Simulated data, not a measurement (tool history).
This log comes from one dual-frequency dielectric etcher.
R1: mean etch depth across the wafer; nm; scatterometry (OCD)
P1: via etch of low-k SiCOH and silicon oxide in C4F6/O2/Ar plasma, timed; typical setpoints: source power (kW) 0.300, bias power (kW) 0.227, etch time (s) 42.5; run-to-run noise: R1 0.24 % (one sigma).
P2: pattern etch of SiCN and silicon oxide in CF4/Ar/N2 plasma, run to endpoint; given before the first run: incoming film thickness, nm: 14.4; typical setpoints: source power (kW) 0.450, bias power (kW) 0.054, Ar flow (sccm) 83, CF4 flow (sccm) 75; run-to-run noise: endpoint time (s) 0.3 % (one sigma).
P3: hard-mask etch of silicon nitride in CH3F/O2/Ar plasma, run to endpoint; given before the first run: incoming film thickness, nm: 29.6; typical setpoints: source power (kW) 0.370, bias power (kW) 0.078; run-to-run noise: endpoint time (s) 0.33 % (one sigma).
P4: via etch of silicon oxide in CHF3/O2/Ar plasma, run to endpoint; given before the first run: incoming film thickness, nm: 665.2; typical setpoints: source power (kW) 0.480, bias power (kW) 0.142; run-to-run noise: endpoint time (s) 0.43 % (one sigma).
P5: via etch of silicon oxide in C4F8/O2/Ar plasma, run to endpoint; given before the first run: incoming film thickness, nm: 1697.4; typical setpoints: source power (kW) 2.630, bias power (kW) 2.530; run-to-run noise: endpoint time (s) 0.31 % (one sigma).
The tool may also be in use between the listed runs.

run 1 day=0.271 | process_that_ran=P1 source_power_(kW)=0.300 bias_power_(kW)=0.227 etch_time_(s)=42.5 | R1=109.400
run 2 day=0.467 | process_that_ran=P1 source_power_(kW)=0.300 bias_power_(kW)=0.227 etch_time_(s)=42.5 | R1=109.240
run 3 day=0.675 | process_that_ran=P4 source_power_(kW)=0.480 bias_power_(kW)=0.175 | endpoint_time_(s)=369.880
run 4 day=0.875 | process_that_ran=P3 source_power_(kW)=0.370 bias_power_(kW)=0.045 | endpoint_time_(s)=51.004
run 5 day=1.175 | process_that_ran=P4 source_power_(kW)=0.480 bias_power_(kW)=0.142 | endpoint_time_(s)=395.770
run 6 day=1.458 | process_that_ran=P1 source_power_(kW)=0.300 bias_power_(kW)=0.227 etch_time_(s)=42.5 | R1=109.120
run 7 day=1.738 | process_that_ran=P1 source_power_(kW)=0.200 bias_power_(kW)=0.227 etch_time_(s)=42.5 | R1=93.575
run 8 day=2.029 | process_that_ran=P1 source_power_(kW)=0.300 bias_power_(kW)=0.155 etch_time_(s)=34.0 | R1=77.100
run 9 day=2.325 | process_that_ran=P1 source_power_(kW)=0.300 bias_power_(kW)=0.152 etch_time_(s)=42.5 | R1=95.968
run 10 day=2.496 | process_that_ran=P1 source_power_(kW)=0.380 bias_power_(kW)=0.227 etch_time_(s)=42.5 | R1=119.800
run 11 day=2.658 | process_that_ran=P2 source_power_(kW)=0.450 bias_power_(kW)=0.054 Ar_flow_(sccm)=83 CF4_flow_(sccm)=75 | endpoint_time_(s)=17.433
run 12 day=2.854 | process_that_ran=P3 source_power_(kW)=0.370 bias_power_(kW)=0.078 | endpoint_time_(s)=42.579
run 13 day=3.146 | process_that_ran=P3 source_power_(kW)=0.370 bias_power_(kW)=0.078 | endpoint_time_(s)=42.676
run 14 day=3.392 | process_that_ran=P1 source_power_(kW)=0.300 bias_power_(kW)=0.227 etch_time_(s)=42.5 | R1=109.570
run 15 day=3.562 | process_that_ran=P4 source_power_(kW)=0.320 bias_power_(kW)=0.142 | endpoint_time_(s)=462.600
run 16 day=3.792 | process_that_ran=P5 source_power_(kW)=2.630 bias_power_(kW)=2.530 | endpoint_time_(s)=279.560
run 17 day=3.929 | process_that_ran=P5 source_power_(kW)=1.560 bias_power_(kW)=2.530 | endpoint_time_(s)=341.270
run 18 day=4.108 | process_that_ran=P2 source_power_(kW)=0.300 bias_power_(kW)=0.054 Ar_flow_(sccm)=83 CF4_flow_(sccm)=75 | endpoint_time_(s)=25.177
run 19 day=4.292 | process_that_ran=P1 source_power_(kW)=0.300 bias_power_(kW)=0.227 etch_time_(s)=55.0 | R1=141.780
run 20 day=4.542 | process_that_ran=P1 source_power_(kW)=0.300 bias_power_(kW)=0.227 etch_time_(s)=42.5 | R1=109.250
run 21 day=4.850 | process_that_ran=P1 source_power_(kW)=0.300 bias_power_(kW)=0.227 etch_time_(s)=23.5 | R1=60.534
run 22 day=5.146 | process_that_ran=P1 source_power_(kW)=0.390 bias_power_(kW)=0.283 etch_time_(s)=42.5 | R1=130.320
run 23 day=5.317 | process_that_ran=P1 source_power_(kW)=0.300 bias_power_(kW)=0.293 etch_time_(s)=42.5 | R1=119.020
run 24 day=5.492 | process_that_ran=P5 source_power_(kW)=2.630 bias_power_(kW)=1.808 | endpoint_time_(s)=307.820
run 25 day=5.638 | process_that_ran=P2 source_power_(kW)=0.450 bias_power_(kW)=0.070 Ar_flow_(sccm)=83 CF4_flow_(sccm)=75 | endpoint_time_(s)=16.042
run 26 day=5.792 | process_that_ran=P2 source_power_(kW)=0.450 bias_power_(kW)=0.054 Ar_flow_(sccm)=83 CF4_flow_(sccm)=98 | endpoint_time_(s)=16.850
run 27 day=6.033 | process_that_ran=P2 source_power_(kW)=0.450 bias_power_(kW)=0.054 Ar_flow_(sccm)=117 CF4_flow_(sccm)=75 | endpoint_time_(s)=18.333
run 28 day=6.338 | process_that_ran=P3 source_power_(kW)=0.480 bias_power_(kW)=0.078 | endpoint_time_(s)=38.599
run 29 day=6.496 | process_that_ran=P1 source_power_(kW)=0.300 bias_power_(kW)=0.227 etch_time_(s)=42.5 | R1=109.540
run 30 day=6.796 | process_that_ran=P1 source_power_(kW)=0.300 bias_power_(kW)=0.227 etch_time_(s)=42.5 | R1=108.750
run 31 day=7.075 | process_that_ran=P1 source_power_(kW)=0.300 bias_power_(kW)=0.227 etch_time_(s)=42.5 | R1=108.230
run 32 day=7.338 | process_that_ran=P1 source_power_(kW)=0.300 bias_power_(kW)=0.227 etch_time_(s)=42.5 | R1=108.570
run 33 day=7.550 | process_that_ran=P1 source_power_(kW)=0.300 bias_power_(kW)=0.227 etch_time_(s)=42.5 | R1=107.720
-- day=7.667 wet clean of the chamber
run 34 day=7.721 | process_that_ran=P1 source_power_(kW)=0.300 bias_power_(kW)=0.227 etch_time_(s)=42.5 | R1=107.590
run 35 day=7.904 | process_that_ran=P1 source_power_(kW)=0.300 bias_power_(kW)=0.227 etch_time_(s)=42.5 | R1=107.580
run 36 day=8.112 | process_that_ran=P1 source_power_(kW)=0.300 bias_power_(kW)=0.227 etch_time_(s)=42.5 | R1=107.790
run 37 day=8.354 | process_that_ran=P1 source_power_(kW)=0.300 bias_power_(kW)=0.227 etch_time_(s)=42.5 | R1=108.150
run 38 day=8.508 | process_that_ran=P1 source_power_(kW)=0.300 bias_power_(kW)=0.227 etch_time_(s)=42.5 | R1=108.150
run 39 day=8.779 | process_that_ran=P1 source_power_(kW)=0.300 bias_power_(kW)=0.227 etch_time_(s)=42.5 | R1=107.160
run 40 day=9.012 | process_that_ran=P1 source_power_(kW)=0.300 bias_power_(kW)=0.227 etch_time_(s)=42.5 | R1=107.320

What P1 gives has crept off from where it sat before. The 2 causes that follow fit the log equally well, each at the size noted:
A: source power that arrives under what is set, % = 4.1
B: bias power that arrives under what is set, % = 4.64
The drift started at roughly day 6.496.
Other possible causes, and why each is ruled out:
chamber walls in a state that lowers the etch rate, %: was serviced at day 7.667, once the creep was under way, yet the earlier output never came back

The check runs listed below each take one wafer, and their results are still question marks. Under which run would the listed causes lead to clearly different results?
run check 1 day=9.246 | process_that_ran=P5 source_power_(kW)=1.830 bias_power_(kW)=2.101 | endpoint_time_(s)=?
run check 2 day=9.246 | process_that_ran=P2 source_power_(kW)=0.330 bias_power_(kW)=0.054 Ar_flow_(sccm)=101 CF4_flow_(sccm)=75 | endpoint_time_(s)=?
run check 3 day=9.246 | process_that_ran=P4 source_power_(kW)=0.480 bias_power_(kW)=0.169 | endpoint_time_(s)=?
run check 4 day=9.246 | process_that_ran=P3 source_power_(kW)=0.470 bias_power_(kW)=0.048 | endpoint_time_(s)=?

How each check would come out, cause by cause:
check=check_1 result=endpoint_time_(s) if_A=345.950 if_B=344.950
check=check_2 result=endpoint_time_(s) if_A=24.644 if_B=24.108
check=check_3 result=endpoint_time_(s) if_A=378.840 if_B=378.820
check=check_4 result=endpoint_time_(s) if_A=46.381 if_B=46.286
Gap, in per cent, between the two causes that each check separates least, read from the result that separates them most: check 1 0.29 %; check 2 2.2 %; check 3 0 %; check 4 0.2 %
Of the check runs offered, only check 2 discriminates between the causes; the rest would read about the same regardless of which cause applies.

Running check 2 produced the following: endpoint time (s) 24.607. Which one of the listed causes fits?

It was cause A: source power that arrives under what is set, %.
